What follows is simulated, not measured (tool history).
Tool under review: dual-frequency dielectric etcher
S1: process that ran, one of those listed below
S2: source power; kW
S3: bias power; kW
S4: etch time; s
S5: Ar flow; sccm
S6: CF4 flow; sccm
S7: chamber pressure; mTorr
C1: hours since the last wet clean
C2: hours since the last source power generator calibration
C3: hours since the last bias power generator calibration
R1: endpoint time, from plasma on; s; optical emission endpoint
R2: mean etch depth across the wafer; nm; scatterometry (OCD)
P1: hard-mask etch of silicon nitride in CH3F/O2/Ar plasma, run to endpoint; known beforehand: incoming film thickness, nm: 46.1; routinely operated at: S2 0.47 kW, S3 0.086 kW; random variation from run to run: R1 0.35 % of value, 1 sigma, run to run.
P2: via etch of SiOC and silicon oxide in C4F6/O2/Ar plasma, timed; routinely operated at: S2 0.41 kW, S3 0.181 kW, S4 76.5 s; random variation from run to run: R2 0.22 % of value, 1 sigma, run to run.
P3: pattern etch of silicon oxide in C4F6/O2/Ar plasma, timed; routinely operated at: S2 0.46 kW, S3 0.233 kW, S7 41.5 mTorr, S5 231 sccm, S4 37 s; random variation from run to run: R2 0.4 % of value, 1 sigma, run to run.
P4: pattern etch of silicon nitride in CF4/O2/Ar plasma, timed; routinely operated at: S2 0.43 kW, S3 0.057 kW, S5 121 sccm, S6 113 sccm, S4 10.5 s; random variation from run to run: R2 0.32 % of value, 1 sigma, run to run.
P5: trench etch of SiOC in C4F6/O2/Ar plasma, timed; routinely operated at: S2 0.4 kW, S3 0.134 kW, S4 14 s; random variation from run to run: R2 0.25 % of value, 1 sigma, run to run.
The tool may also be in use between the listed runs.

Run 1, hour 4.2: S1 P1, S2 0.47 kW, S3 0.086 kW; C1 125.3; C2 1184.8; C3 2158.2. Result: R1 59.478 s.
Run 2, hour 7.4: S1 P5, S2 0.52 kW, S3 0.134 kW, S4 14 s; C1 128.5; C2 1188; C3 2161.4. Result: R2 29.944 nm.
Run 3, hour 13.4: S1 P4, S2 0.52 kW, S3 0.057 kW, S4 10.5 s, S5 121 sccm, S6 113 sccm; C1 134.5; C2 1194; C3 2167.4. Result: R2 22.706 nm.
Run 4, hour 18: S1 P1, S2 0.29 kW, S3 0.118 kW; C1 139.1; C2 1198.6; C3 2172. Result: R1 64.005 s.
Run 5, hour 22.7: S1 P3, S2 0.46 kW, S3 0.324 kW, S4 37 s, S5 231 sccm, S7 41.5 mTorr; C1 143.8; C2 1203.3; C3 2176.7. Result: R2 145.76 nm.
Run 6, hour 26.7: S1 P1, S2 0.47 kW, S3 0.086 kW; C1 147.8; C2 1207.3; C3 2180.7. Result: R1 59.694 s.
Run 7, hour 31.4: S1 P1, S2 0.47 kW, S3 0.086 kW; C1 152.5; C2 1212; C3 2185.4. Result: R1 59.692 s.
Run 8, hour 35.3: S1 P2, S2 0.41 kW, S3 0.181 kW, S4 76.5 s; C1 156.4; C2 1215.9; C3 2189.3. Result: R2 88.03 nm.
Run 9, hour 38.4: S1 P1, S2 0.47 kW, S3 0.051 kW; C1 159.5; C2 1219; C3 2192.4. Result: R1 71.022 s.
Run 10, hour 41.8: S1 P3, S2 0.46 kW, S3 0.233 kW, S4 37 s, S5 231 sccm, S7 29.5 mTorr; C1 162.9; C2 1222.4; C3 2195.8. Result: R2 135.93 nm.
Run 11, hour 45.8: S1 P1, S2 0.36 kW, S3 0.053 kW; C1 166.9; C2 1226.4; C3 2199.8. Result: R1 77.892 s.
Run 12, hour 51.4: S1 P4, S2 0.43 kW, S3 0.057 kW, S4 10.5 s, S5 121 sccm, S6 76 sccm; C1 172.5; C2 1232; C3 2205.4. Result: R2 18.283 nm.
Run 13, hour 55.1: S1 P1, S2 0.33 kW, S3 0.117 kW; C1 176.2; C2 1235.7; C3 2209.1. Result: R1 61.242 s.
Run 14, hour 61.7: S1 P4, S2 0.43 kW, S3 0.057 kW, S4 12.5 s, S5 121 sccm, S6 113 sccm; C1 182.8; C2 1242.3; C3 2215.7. Result: R2 22.936 nm.
Run 15, hour 67.1: S1 P2, S2 0.41 kW, S3 0.247 kW, S4 76.5 s; C1 188.2; C2 1247.7; C3 2221.1. Result: R2 97.148 nm.
Run 16, hour 71.6: S1 P2, S2 0.54 kW, S3 0.181 kW, S4 76.5 s; C1 192.7; C2 1252.2; C3 2225.6. Result: R2 97.384 nm.
Run 17, hour 77.2: S1 P4, S2 0.43 kW, S3 0.057 kW, S4 10.5 s, S5 121 sccm, S6 113 sccm; C1 198.3; C2 1257.8; C3 2231.2. Result: R2 19.416 nm.
Run 18, hour 81.3: S1 P2, S2 0.41 kW, S3 0.181 kW, S4 113 s; C1 202.4; C2 1261.9; C3 2235.3. Result: R2 129.12 nm.
Run 19, hour 85.4: S1 P5, S2 0.4 kW, S3 0.134 kW, S4 14 s; C1 206.5; C2 1266; C3 2239.4. Result: R2 26.891 nm.
At hour 87.2: wet clean of the chamber.
Run 20, hour 91: S1 P1, S2 0.47 kW, S3 0.113 kW; C1 3.8; C2 1271.6; C3 2245. Result: R1 53.933 s.
Run 21, hour 97.4: S1 P1, S2 0.67 kW, S3 0.086 kW; C1 10.2; C2 1278; C3 2251.4. Result: R1 52.417 s.
Run 22, hour 101.4: S1 P5, S2 0.4 kW, S3 0.134 kW, S4 7.5 s; C1 14.2; C2 1282; C3 2255.4. Result: R2 14.407 nm.
Run 23, hour 108.3: S1 P4, S2 0.43 kW, S3 0.039 kW, S4 10.5 s, S5 121 sccm, S6 113 sccm; C1 21.1; C2 1288.9; C3 2262.3. Result: R2 16.736 nm.
Run 24, hour 113.1: S1 P1, S2 0.31 kW, S3 0.086 kW; C1 25.9; C2 1293.7; C3 2267.1. Result: R1 69.415 s.
Run 25, hour 117.8: S1 P5, S2 0.4 kW, S3 0.191 kW, S4 14 s; C1 30.6; C2 1298.4; C3 2271.8. Result: R2 30.014 nm.
Run 26, hour 123.7: S1 P3, S2 0.46 kW, S3 0.233 kW, S4 37 s, S5 231 sccm, S7 41.5 mTorr; C1 36.5; C2 1304.3; C3 2277.7. Result: R2 130.6 nm.
Run 27, hour 127.1: S1 P1, S2 0.47 kW, S3 0.086 kW; C1 39.9; C2 1307.7; C3 2281.1. Result: R1 60.099 s.
Run 28, hour 133.7: S1 P4, S2 0.43 kW, S3 0.057 kW, S4 10.5 s, S5 149 sccm, S6 113 sccm; C1 46.5; C2 1314.3; C3 2287.7. Result: R2 18.842 nm.
Run 29, hour 139.5: S1 P3, S2 0.46 kW, S3 0.233 kW, S4 37 s, S5 276 sccm, S7 41.5 mTorr; C1 52.3; C2 1320.1; C3 2293.5. Result: R2 128.79 nm.
Run 30, hour 144.2: S1 P5, S2 0.4 kW, S3 0.134 kW, S4 14 s; C1 57; C2 1324.8; C3 2298.2. Result: R2 26.768 nm.
Run 31, hour 150.8: S1 P3, S2 0.66 kW, S3 0.233 kW, S4 37 s, S5 231 sccm, S7 41.5 mTorr; C1 63.6; C2 1331.4; C3 2304.8. Result: R2 150.33 nm.
Run 32, hour 155.8: S1 P3, S2 0.46 kW, S3 0.233 kW, S4 28.5 s, S5 231 sccm, S7 41.5 mTorr; C1 68.6; C2 1336.4; C3 2309.8. Result: R2 100.8 nm.
Run 33, hour 161.7: S1 P1, S2 0.47 kW, S3 0.086 kW; C1 74.5; C2 1342.3; C3 2315.7. Result: R1 59.878 s.
Run 34, hour 166.3: S1 P1, S2 0.47 kW, S3 0.086 kW; C1 79.1; C2 1346.9; C3 2320.3. Result: R1 60.21 s.
Run 35, hour 172.7: S1 P1, S2 0.47 kW, S3 0.086 kW; C1 85.5; C2 1353.3; C3 2326.7. Result: R1 60.316 s.
Run 36, hour 176.8: S1 P1, S2 0.47 kW, S3 0.086 kW; C1 89.6; C2 1357.4; C3 2330.8. Result: R1 60.339 s.
Run 37, hour 183.2: S1 P1, S2 0.47 kW, S3 0.086 kW; C1 96; C2 1363.8; C3 2337.2. Result: R1 60.528 s.
Run 38, hour 189.4: S1 P1, S2 0.47 kW, S3 0.086 kW; C1 102.2; C2 1370; C3 2343.4. Result: R1 60.703 s.
Run 39, hour 195.9: S1 P1, S2 0.47 kW, S3 0.086 kW; C1 108.7; C2 1376.5; C3 2349.9. Result: R1 60.838 s.
Run 40, hour 201.4: S1 P1, S2 0.47 kW, S3 0.086 kW; C1 114.2; C2 1382; C3 2355.4. Result: R1 60.623 s.
Run 41, hour 207: S1 P1, S2 0.47 kW, S3 0.086 kW; C1 119.8; C2 1387.6; C3 2361. Result: R1 60.779 s.
At hour 208.4: wet clean of the chamber.
Run 42, hour 213.7: S1 P1, S2 0.47 kW, S3 0.086 kW; C1 5.3; C2 1394.3; C3 2367.7. Result: R1 60.77 s.
Run 43, hour 219.2: S1 P1, S2 0.47 kW, S3 0.086 kW; C1 10.8; C2 1399.8; C3 2373.2. Result: R1 60.503 s.
Run 44, hour 224.3: S1 P1, S2 0.47 kW, S3 0.086 kW; C1 15.9; C2 1404.9; C3 2378.3. Result: R1 61.206 s.

P1 no longer gives what it gave before; its output has crept away from where it was. The following 2 causes, each at its listed size, fit the log equally well:
A: source power that arrives under what is set, % = 4.57
B: bias power that arrives under what is set, % = 4.9
Onset of the creep was near hour 161.7.
What rules out each remaining cause:
chamber walls in a state that lowers the etch rate, %: serviced at hour 208.4, after the change had begun; the process did not return to its earlier output

Each of the check runs listed below is run on 2 wafers and reports their average, with the results left as question marks. Pick the one under which the possible causes would lead to clearly different results.
Run check 1, hour 229.4: S1 P5, S2 0.47 kW, S3 0.169 kW, S4 14 s. Result: R2 ?.
Run check 2, hour 229.4: S1 P2, S2 0.52 kW, S3 0.181 kW, S4 96 s. Result: R2 ?.
Run check 3, hour 229.4: S1 P3, S2 0.61 kW, S3 0.309 kW, S4 37 s, S5 231 sccm, S7 41.5 mTorr. Result: R2 ?.
Run check 4, hour 229.4: S1 P4, S2 0.43 kW, S3 0.049 kW, S4 10.5 s, S5 121 sccm, S6 113 sccm. Result: R2 ?.

What each check would give under each cause:
  check  result    if A    if B
check 1      R2  30.161   30.25
check 2      R2  118.49  118.78
check 3      R2  157.35  157.47
check 4      R2  17.453  17.835
Distance between the nearest two causes, measured in the result of the check that separates them most: check 1 0.29 %; check 2 0.24 %; check 3 0.07 %; check 4 2.17 %
The causes can be told apart only by check 4. The other checks would give nearly the same results under each of them.

Check 4 was carried out, with these results: R2 17.819 nm. Which of the listed causes is responsible?

Of the candidate causes, it is B: bias power that arrives under what is set, %.
